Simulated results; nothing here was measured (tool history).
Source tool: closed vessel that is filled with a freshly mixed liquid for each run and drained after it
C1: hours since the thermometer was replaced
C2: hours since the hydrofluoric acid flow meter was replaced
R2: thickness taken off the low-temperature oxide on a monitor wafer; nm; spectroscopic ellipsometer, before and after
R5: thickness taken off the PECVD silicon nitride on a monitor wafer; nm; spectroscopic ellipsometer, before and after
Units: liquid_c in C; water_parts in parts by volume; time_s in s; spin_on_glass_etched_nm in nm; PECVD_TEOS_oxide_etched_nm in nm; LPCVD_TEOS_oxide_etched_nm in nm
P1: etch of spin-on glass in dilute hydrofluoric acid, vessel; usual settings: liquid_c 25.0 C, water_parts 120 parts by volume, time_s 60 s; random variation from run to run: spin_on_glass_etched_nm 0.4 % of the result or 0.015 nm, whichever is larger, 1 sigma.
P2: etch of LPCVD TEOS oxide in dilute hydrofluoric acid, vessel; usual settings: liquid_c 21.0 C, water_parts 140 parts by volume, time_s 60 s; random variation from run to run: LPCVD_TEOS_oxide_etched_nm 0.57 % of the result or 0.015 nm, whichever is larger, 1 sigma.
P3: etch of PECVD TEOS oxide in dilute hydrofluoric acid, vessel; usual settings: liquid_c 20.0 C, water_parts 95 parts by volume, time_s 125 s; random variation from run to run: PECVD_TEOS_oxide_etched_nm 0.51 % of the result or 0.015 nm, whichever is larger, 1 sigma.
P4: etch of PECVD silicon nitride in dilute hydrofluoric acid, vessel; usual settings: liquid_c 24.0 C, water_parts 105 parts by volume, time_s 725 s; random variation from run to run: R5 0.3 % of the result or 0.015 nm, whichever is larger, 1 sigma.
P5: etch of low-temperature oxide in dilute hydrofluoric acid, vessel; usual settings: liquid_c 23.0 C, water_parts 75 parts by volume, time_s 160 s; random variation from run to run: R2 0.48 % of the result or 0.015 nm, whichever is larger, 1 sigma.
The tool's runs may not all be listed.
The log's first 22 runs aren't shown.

Run 23, day 3.550: process P1, liquid_c 25.0 C, water_parts 120 parts by volume, time_s 60 s; C1 802.5; C2 1318.5. Result: spin_on_glass_etched_nm 28.806 nm.
At day 3.667: thermometer replaced.
Run 24, day 3.729: process P1, liquid_c 25.0 C, water_parts 120 parts by volume, time_s 95 s; C1 1.6; C2 1322.8. Result: spin_on_glass_etched_nm 45.804 nm.
Run 25, day 3.921: process P3, liquid_c 20.0 C, water_parts 160 parts by volume, time_s 125 s; C1 6.2; C2 1327.4. Result: PECVD_TEOS_oxide_etched_nm 7.9069 nm.
Run 26, day 4.071: process P4, liquid_c 29.5 C, water_parts 105 parts by volume, time_s 725 s; C1 9.8; C2 1331.0. Result: R5 48.4150 nm.
Run 27, day 4.208: process P1, liquid_c 25.0 C, water_parts 175 parts by volume, time_s 60 s; C1 13.1; C2 1334.3. Result: spin_on_glass_etched_nm 18.446 nm.
Run 28, day 4.412: process P3, liquid_c 20.0 C, water_parts 95 parts by volume, time_s 125 s; C1 18.0; C2 1339.2. Result: PECVD_TEOS_oxide_etched_nm 14.0550 nm.
Run 29, day 4.579: process P4, liquid_c 24.0 C, water_parts 60 parts by volume, time_s 725 s; C1 22.0; C2 1343.2. Result: R5 58.7820 nm.
Run 30, day 4.712: process P4, liquid_c 24.0 C, water_parts 105 parts by volume, time_s 725 s; C1 25.2; C2 1346.4. Result: R5 33.8320 nm.
Run 31, day 4.858: process P5, liquid_c 23.0 C, water_parts 75 parts by volume, time_s 35 s; C1 28.7; C2 1349.9. Result: R2 5.474 nm.
Run 32, day 5.083: process P1, liquid_c 25.0 C, water_parts 120 parts by volume, time_s 60 s; C1 34.1; C2 1355.3. Result: spin_on_glass_etched_nm 28.829 nm.

What does the tool deliver on the next run?
Run 33, day 5.221: process P1, liquid_c 25.0 C, water_parts 120 parts by volume, time_s 60 s; C1 37.4; C2 1358.6. Result: spin_on_glass_etched_nm ?.

{"run 33": {"spin_on_glass_etched_nm": 29.374}}
